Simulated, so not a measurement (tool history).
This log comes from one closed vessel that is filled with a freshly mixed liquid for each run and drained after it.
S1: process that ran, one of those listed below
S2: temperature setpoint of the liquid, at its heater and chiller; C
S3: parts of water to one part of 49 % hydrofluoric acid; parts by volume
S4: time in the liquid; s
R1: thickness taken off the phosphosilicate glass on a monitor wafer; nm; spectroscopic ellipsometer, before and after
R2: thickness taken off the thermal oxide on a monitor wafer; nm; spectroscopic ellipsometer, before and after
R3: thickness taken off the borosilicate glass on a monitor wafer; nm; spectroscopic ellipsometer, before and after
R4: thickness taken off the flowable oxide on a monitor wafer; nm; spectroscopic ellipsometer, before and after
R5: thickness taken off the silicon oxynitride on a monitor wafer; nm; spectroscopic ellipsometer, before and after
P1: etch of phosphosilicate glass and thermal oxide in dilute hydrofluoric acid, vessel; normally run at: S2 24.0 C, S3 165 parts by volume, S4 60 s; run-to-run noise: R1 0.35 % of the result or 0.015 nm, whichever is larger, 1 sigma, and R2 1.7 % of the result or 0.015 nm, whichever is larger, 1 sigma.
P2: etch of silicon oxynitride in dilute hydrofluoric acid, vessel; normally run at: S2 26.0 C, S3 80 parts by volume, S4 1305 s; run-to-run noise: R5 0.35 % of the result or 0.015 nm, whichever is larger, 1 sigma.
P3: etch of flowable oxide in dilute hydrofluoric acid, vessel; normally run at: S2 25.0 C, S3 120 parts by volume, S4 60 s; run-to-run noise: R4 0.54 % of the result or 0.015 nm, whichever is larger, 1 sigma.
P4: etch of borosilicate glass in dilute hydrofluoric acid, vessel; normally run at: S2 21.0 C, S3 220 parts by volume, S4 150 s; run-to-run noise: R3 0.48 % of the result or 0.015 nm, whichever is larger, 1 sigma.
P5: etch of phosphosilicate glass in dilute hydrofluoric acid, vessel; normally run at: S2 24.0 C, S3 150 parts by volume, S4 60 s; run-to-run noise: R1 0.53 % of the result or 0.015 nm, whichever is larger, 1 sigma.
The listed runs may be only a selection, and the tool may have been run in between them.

{"run": 1, "day": 0.204, "S1": "P1", "S2": 24.0, "S3": 165, "S4": 60, "R1": 57.587, "R2": 1.6199}
{"run": 2, "day": 0.317, "S1": "P4", "S2": 21.0, "S3": 135, "S4": 150, "R3": 33.019}
{"run": 3, "day": 0.538, "S1": "P1", "S2": 24.0, "S3": 165, "S4": 60, "R1": 57.471, "R2": 1.6316}
{"run": 4, "day": 0.721, "S1": "P3", "S2": 25.0, "S3": 120, "S4": 60, "R4": 17.165}
{"run": 5, "day": 0.858, "S1": "P1", "S2": 24.0, "S3": 165, "S4": 60, "R1": 57.645, "R2": 1.6011}
{"run": 6, "day": 0.996, "S1": "P1", "S2": 28.5, "S3": 45, "S4": 60, "R1": 293.68, "R2": 8.2432}
{"run": 7, "day": 1.138, "S1": "P5", "S2": 24.0, "S3": 150, "S4": 60, "R1": 76.969}
{"run": 8, "day": 1.354, "S1": "P1", "S2": 24.0, "S3": 165, "S4": 120, "R1": 114.66, "R2": 3.2266}
{"run": 9, "day": 1.488, "S1": "P5", "S2": 24.0, "S3": 150, "S4": 100, "R1": 129.1}
{"day": 1.538, "done": "thermometer replaced"}
{"run": 10, "day": 1.696, "S1": "P3", "S2": 25.0, "S3": 180, "S4": 60, "R4": 10.756}
{"run": 11, "day": 1.867, "S1": "P1", "S2": 32.5, "S3": 165, "S4": 60, "R1": 78.083, "R2": 2.2293}
{"run": 12, "day": 2.029, "S1": "P2", "S2": 21.5, "S3": 80, "S4": 1305, "R5": 29.43}
{"run": 13, "day": 2.254, "S1": "P1", "S2": 24.0, "S3": 165, "S4": 30, "R1": 28.786, "R2": 0.83337}
{"run": 14, "day": 2.408, "S1": "P1", "S2": 24.0, "S3": 165, "S4": 60, "R1": 57.519, "R2": 1.6302}
{"run": 15, "day": 2.612, "S1": "P3", "S2": 20.0, "S3": 120, "S4": 60, "R4": 14.024}
{"run": 16, "day": 2.821, "S1": "P4", "S2": 17.0, "S3": 220, "S4": 150, "R3": 15.64}
{"run": 17, "day": 3.042, "S1": "P5", "S2": 24.0, "S3": 30, "S4": 60, "R1": 444.77}
{"run": 18, "day": 3.225, "S1": "P1", "S2": 24.0, "S3": 55, "S4": 60, "R1": 196.51, "R2": 5.7227}
{"run": 19, "day": 3.371, "S1": "P4", "S2": 21.0, "S3": 220, "S4": 245, "R3": 30.028}
{"run": 20, "day": 3.558, "S1": "P1", "S2": 20.0, "S3": 165, "S4": 60, "R1": 49.568, "R2": 1.427}
{"run": 21, "day": 3.762, "S1": "P2", "S2": 26.0, "S3": 40, "S4": 1305, "R5": 75.804}
{"run": 22, "day": 3.992, "S1": "P3", "S2": 25.0, "S3": 120, "S4": 30, "R4": 8.5621}
{"run": 23, "day": 4.117, "S1": "P1", "S2": 24.0, "S3": 165, "S4": 60, "R1": 57.096, "R2": 1.6695}
{"run": 24, "day": 4.275, "S1": "P1", "S2": 24.0, "S3": 270, "S4": 60, "R1": 31.489, "R2": 0.88028}
{"run": 25, "day": 4.379, "S1": "P1", "S2": 24.0, "S3": 165, "S4": 60, "R1": 57.67, "R2": 1.6255}
{"run": 26, "day": 4.55, "S1": "P4", "S2": 21.0, "S3": 220, "S4": 150, "R3": 18.411}
{"run": 27, "day": 4.654, "S1": "P5", "S2": 29.5, "S3": 150, "S4": 60, "R1": 93.969}
{"run": 28, "day": 4.821, "S1": "P2", "S2": 26.0, "S3": 80, "S4": 2380, "R5": 66.513}
{"run": 29, "day": 4.933, "S1": "P2", "S2": 26.0, "S3": 80, "S4": 1305, "R5": 36.579}
{"run": 30, "day": 5.054, "S1": "P1", "S2": 28.5, "S3": 165, "S4": 30, "R1": 33.913, "R2": 0.9667}
{"run": 31, "day": 5.258, "S1": "P1", "S2": 24.0, "S3": 165, "S4": 60, "R1": 57.43, "R2": 1.5997}
{"run": 32, "day": 5.454, "S1": "P1", "S2": 24.0, "S3": 165, "S4": 60, "R1": 60.853, "R2": 1.7573}
{"run": 33, "day": 5.608, "S1": "P1", "S2": 24.0, "S3": 165, "S4": 60, "R1": 61.791, "R2": 1.7661}
{"run": 34, "day": 5.788, "S1": "P1", "S2": 24.0, "S3": 165, "S4": 60, "R1": 62.506, "R2": 1.8201}
{"run": 35, "day": 5.946, "S1": "P1", "S2": 24.0, "S3": 165, "S4": 60, "R1": 62.625, "R2": 1.8149}
{"run": 36, "day": 6.058, "S1": "P1", "S2": 24.0, "S3": 165, "S4": 60, "R1": 63.178, "R2": 1.7978}
{"run": 37, "day": 6.271, "S1": "P1", "S2": 24.0, "S3": 165, "S4": 60, "R1": 62.929, "R2": 1.8269}

P1 no longer gives what it gave before; its output has crept away from where it was. The following 2 causes, each at its listed size, fit the log equally well:
A: liquid hotter than its thermometer reads (K) = 2.42
B: hydrofluoric acid flow above the setpoint (%) = 7.94
At approximately day 5.258, the process output began to creep.

Below are 4 check runs, each on a single wafer, with their results shown as question marks. Which of them would tell the listed causes apart, meaning the causes would give clearly different results under it?
{"run": "check 1", "day": 6.483, "S1": "P4", "S2": 21.0, "S3": 220, "S4": 150, "R3": "?"}
{"run": "check 2", "day": 6.483, "S1": "P3", "S2": 25.0, "S3": 120, "S4": 60, "R4": "?"}
{"run": "check 3", "day": 6.483, "S1": "P2", "S2": 26.0, "S3": 80, "S4": 1305, "R5": "?"}
{"run": "check 4", "day": 6.483, "S1": "P5", "S2": 24.0, "S3": 150, "S4": 60, "R1": "?"}

What each check would give under each cause:
check=check_1 result=R3 if_A=20.124 if_B=20.171
check=check_2 result=R4 if_A=18.7670 if_B=18.6690
check=check_3 result=R5 if_A=40.807 if_B=39.560
check=check_4 result=R1 if_A=83.946 if_B=83.752
Minimum pairwise separation of causes per check, each pair taken at its best-separating result: check 1 0.23 %; check 2 0.52 %; check 3 3.1 %; check 4 0.23 %
The other checks would show nearly matching results whichever cause is true, so check 3 is the only one that separates the causes.

After running check 3, the following was obtained: R5 39.589 nm. Which cause does this point to?

The correct cause is B, namely: hydrofluoric acid flow above the setpoint (%).
